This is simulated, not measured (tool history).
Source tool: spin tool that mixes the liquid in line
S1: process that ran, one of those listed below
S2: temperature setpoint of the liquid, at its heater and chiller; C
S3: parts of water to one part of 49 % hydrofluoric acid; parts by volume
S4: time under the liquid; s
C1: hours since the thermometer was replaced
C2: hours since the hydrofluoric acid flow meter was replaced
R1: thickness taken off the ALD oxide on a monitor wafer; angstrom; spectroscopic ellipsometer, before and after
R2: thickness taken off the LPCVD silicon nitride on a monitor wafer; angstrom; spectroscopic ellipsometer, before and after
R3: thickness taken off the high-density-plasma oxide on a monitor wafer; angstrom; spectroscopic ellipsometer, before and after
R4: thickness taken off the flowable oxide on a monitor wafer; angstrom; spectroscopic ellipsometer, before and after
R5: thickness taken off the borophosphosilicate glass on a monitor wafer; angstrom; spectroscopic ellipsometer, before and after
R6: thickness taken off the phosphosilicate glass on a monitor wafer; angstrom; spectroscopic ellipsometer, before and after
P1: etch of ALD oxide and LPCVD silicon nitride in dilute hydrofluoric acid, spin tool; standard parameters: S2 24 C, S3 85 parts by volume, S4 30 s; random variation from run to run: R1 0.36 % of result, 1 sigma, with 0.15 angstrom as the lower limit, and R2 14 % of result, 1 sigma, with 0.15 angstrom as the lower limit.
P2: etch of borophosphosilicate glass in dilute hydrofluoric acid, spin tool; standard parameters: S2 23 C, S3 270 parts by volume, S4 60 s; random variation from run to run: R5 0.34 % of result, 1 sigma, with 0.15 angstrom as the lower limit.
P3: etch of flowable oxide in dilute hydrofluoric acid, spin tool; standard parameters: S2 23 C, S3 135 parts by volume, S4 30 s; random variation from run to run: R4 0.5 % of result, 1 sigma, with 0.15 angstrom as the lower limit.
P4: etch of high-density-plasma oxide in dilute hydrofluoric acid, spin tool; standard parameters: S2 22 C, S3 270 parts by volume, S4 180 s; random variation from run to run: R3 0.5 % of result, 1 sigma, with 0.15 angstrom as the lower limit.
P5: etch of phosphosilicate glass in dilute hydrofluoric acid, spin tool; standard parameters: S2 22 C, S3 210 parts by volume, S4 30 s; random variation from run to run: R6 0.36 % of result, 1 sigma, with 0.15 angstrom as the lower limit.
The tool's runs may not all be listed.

Run 1, day 0.404: S1 P1, S2 24 C, S3 85 parts by volume, S4 30 s; C1 786.3; C2 1295.7. Result: R1 91.151 angstrom, R2 1.8692 angstrom.
Run 2, day 0.679: S1 P4, S2 22 C, S3 270 parts by volume, S4 180 s; C1 792.9; C2 1302.3. Result: R3 43.415 angstrom.
Run 3, day 0.946: S1 P1, S2 24 C, S3 85 parts by volume, S4 30 s; C1 799.3; C2 1308.7. Result: R1 90.804 angstrom, R2 1.5523 angstrom.
Run 4, day 1.333: S1 P1, S2 24 C, S3 85 parts by volume, S4 50 s; C1 808.6; C2 1318. Result: R1 151.16 angstrom, R2 1.907 angstrom.
Run 5, day 1.875: S1 P3, S2 23 C, S3 190 parts by volume, S4 30 s; C1 821.6; C2 1331. Result: R4 43.197 angstrom.
Run 6, day 2.35: S1 P1, S2 17 C, S3 85 parts by volume, S4 30 s; C1 833; C2 1342.4. Result: R1 68.281 angstrom, R2 1.1523 angstrom.
Run 7, day 2.592: S1 P2, S2 23 C, S3 270 parts by volume, S4 60 s; C1 838.8; C2 1348.2. Result: R5 73.657 angstrom.
Run 8, day 2.879: S1 P4, S2 22 C, S3 105 parts by volume, S4 180 s; C1 845.7; C2 1355.1. Result: R3 133.84 angstrom.
Run 9, day 3.246: S1 P5, S2 22 C, S3 305 parts by volume, S4 30 s; C1 854.5; C2 1363.9. Result: R6 47.291 angstrom.
Run 10, day 3.779: S1 P4, S2 30 C, S3 270 parts by volume, S4 180 s; C1 867.3; C2 1376.7. Result: R3 57.318 angstrom.
Run 11, day 4.175: S1 P1, S2 24 C, S3 85 parts by volume, S4 30 s; C1 876.8; C2 1386.2. Result: R1 90.74 angstrom, R2 1.376 angstrom.
Run 12, day 4.446: S1 P2, S2 23 C, S3 270 parts by volume, S4 110 s; C1 883.3; C2 1392.7. Result: R5 135.45 angstrom.
Run 13, day 4.717: S1 P1, S2 24 C, S3 25 parts by volume, S4 30 s; C1 889.8; C2 1399.2. Result: R1 332.68 angstrom, R2 4.8074 angstrom.
Run 14, day 5.133: S1 P1, S2 24 C, S3 85 parts by volume, S4 30 s; C1 899.8; C2 1409.2. Result: R1 91.375 angstrom, R2 1.6457 angstrom.
Run 15, day 5.55: S1 P1, S2 29.5 C, S3 115 parts by volume, S4 30 s; C1 909.8; C2 1419.2. Result: R1 80.437 angstrom, R2 1.6933 angstrom.
Run 16, day 5.962: S1 P5, S2 22 C, S3 210 parts by volume, S4 30 s; C1 919.7; C2 1429.1. Result: R6 74.82 angstrom.
Run 17, day 6.312: S1 P1, S2 29.5 C, S3 85 parts by volume, S4 30 s; C1 928.1; C2 1437.5. Result: R1 112.79 angstrom, R2 2.1605 angstrom.
Run 18, day 6.675: S1 P3, S2 23 C, S3 135 parts by volume, S4 55 s; C1 936.8; C2 1446.2. Result: R4 118.91 angstrom.
Run 19, day 6.979: S1 P4, S2 22 C, S3 270 parts by volume, S4 330 s; C1 944.1; C2 1453.5. Result: R3 80.334 angstrom.
Run 20, day 7.404: S1 P1, S2 24 C, S3 145 parts by volume, S4 30 s; C1 954.3; C2 1463.7. Result: R1 49.754 angstrom, R2 0.54738 angstrom.
Run 21, day 7.771: S1 P2, S2 23 C, S3 475 parts by volume, S4 60 s; C1 963.1; C2 1472.5. Result: R5 34.482 angstrom.
Run 22, day 8.225: S1 P1, S2 24 C, S3 85 parts by volume, S4 30 s; C1 974; C2 1483.4. Result: R1 90.633 angstrom, R2 1.5252 angstrom.
Run 23, day 8.479: S1 P2, S2 31.5 C, S3 270 parts by volume, S4 60 s; C1 980.1; C2 1489.5. Result: R5 98.477 angstrom.
Run 24, day 8.988: S1 P5, S2 22 C, S3 210 parts by volume, S4 15 s; C1 992.3; C2 1501.7. Result: R6 37.224 angstrom.
Run 25, day 9.296: S1 P3, S2 23 C, S3 135 parts by volume, S4 30 s; C1 999.7; C2 1509.1. Result: R4 64.404 angstrom.
Run 26, day 9.704: S1 P4, S2 22 C, S3 270 parts by volume, S4 180 s; C1 1009.5; C2 1518.9. Result: R3 43.821 angstrom.
Run 27, day 9.95: S1 P5, S2 22 C, S3 210 parts by volume, S4 30 s; C1 1015.4; C2 1524.8. Result: R6 74.762 angstrom.
Run 28, day 10.233: S1 P1, S2 24 C, S3 85 parts by volume, S4 15 s; C1 1022.2; C2 1531.6. Result: R1 45.519 angstrom, R2 1.0889 angstrom.
Run 29, day 10.579: S1 P5, S2 17 C, S3 210 parts by volume, S4 30 s; C1 1030.5; C2 1539.9. Result: R6 61.614 angstrom.
Run 30, day 10.879: S1 P3, S2 17 C, S3 135 parts by volume, S4 30 s; C1 1037.7; C2 1547.1. Result: R4 50.842 angstrom.
Run 31, day 11.183: S1 P3, S2 23 C, S3 135 parts by volume, S4 30 s; C1 1045; C2 1554.4. Result: R4 64.362 angstrom.
Run 32, day 11.696: S1 P1, S2 24 C, S3 85 parts by volume, S4 30 s; C1 1057.3; C2 1566.7. Result: R1 91.294 angstrom, R2 1.4543 angstrom.
Run 33, day 12.083: S1 P1, S2 24 C, S3 85 parts by volume, S4 30 s; C1 1066.6; C2 1576. Result: R1 92.758 angstrom, R2 1.4495 angstrom.
Run 34, day 12.342: S1 P1, S2 24 C, S3 85 parts by volume, S4 30 s; C1 1072.8; C2 1582.2. Result: R1 94.289 angstrom, R2 2.0114 angstrom.
Run 35, day 12.7: S1 P1, S2 24 C, S3 85 parts by volume, S4 30 s; C1 1081.4; C2 1590.8. Result: R1 94.242 angstrom, R2 1.7253 angstrom.
Run 36, day 13.054: S1 P1, S2 24 C, S3 85 parts by volume, S4 30 s; C1 1089.9; C2 1599.3. Result: R1 94.892 angstrom, R2 1.7875 angstrom.
Run 37, day 13.592: S1 P1, S2 24 C, S3 85 parts by volume, S4 30 s; C1 1102.8; C2 1612.2. Result: R1 95.293 angstrom, R2 1.3227 angstrom.
Run 38, day 13.838: S1 P1, S2 24 C, S3 85 parts by volume, S4 30 s; C1 1108.7; C2 1618.1. Result: R1 95.29 angstrom, R2 1.0996 angstrom.
Run 39, day 14.342: S1 P1, S2 24 C, S3 85 parts by volume, S4 30 s; C1 1120.8; C2 1630.2. Result: R1 96.489 angstrom, R2 1.6022 angstrom.
Run 40, day 14.867: S1 P1, S2 24 C, S3 85 parts by volume, S4 30 s; C1 1133.4; C2 1642.8. Result: R1 97.393 angstrom, R2 1.6989 angstrom.
Run 41, day 15.225: S1 P1, S2 24 C, S3 85 parts by volume, S4 30 s; C1 1142; C2 1651.4. Result: R1 96.272 angstrom, R2 1.5307 angstrom.
Run 42, day 15.721: S1 P1, S2 24 C, S3 85 parts by volume, S4 30 s; C1 1153.9; C2 1663.3. Result: R1 96.245 angstrom, R2 1.8413 angstrom.

The log shows P1 creeping away from where it was. Any of the 2 causes listed here, at the size stated for it, fits the log just as well as the others:
A: hydrofluoric acid flow above the setpoint (%) = 5.54
B: liquid hotter than its thermometer reads (K) = 1.5
The drift started at roughly day 11.696.

Below are 4 check runs, each on a single wafer, with their results shown as question marks. Which of them would tell the listed causes apart, meaning the causes would give clearly different results under it?
Run check 1, day 16.217: S1 P5, S2 17 C, S3 210 parts by volume, S4 30 s. Result: R6 ?.
Run check 2, day 16.217: S1 P3, S2 19.5 C, S3 135 parts by volume, S4 40 s. Result: R4 ?.
Run check 3, day 16.217: S1 P2, S2 30.5 C, S3 435 parts by volume, S4 60 s. Result: R5 ?.
Run check 4, day 16.217: S1 P4, S2 22 C, S3 120 parts by volume, S4 305 s. Result: R3 ?.

Predicted outcomes, by check and by cause:
  check  result    if A    if B
check 1      R6  65.836  65.513
check 2      R4  79.907  79.802
check 3      R5  53.497  51.773
check 4      R3  206.46  206.08
Smallest distance between any two causes, each pair judged by its most separating result, in per cent: check 1 0.49 %; check 2 0.13 %; check 3 3.28 %; check 4 0.19 %
Check 3 distinguishes between the causes, while the remaining checks would return nearly the same result for all of them.

After running check 3, the following was obtained: R5 53.512 angstrom. Which cause does this point to?

The correct cause is A, namely: hydrofluoric acid flow above the setpoint (%).
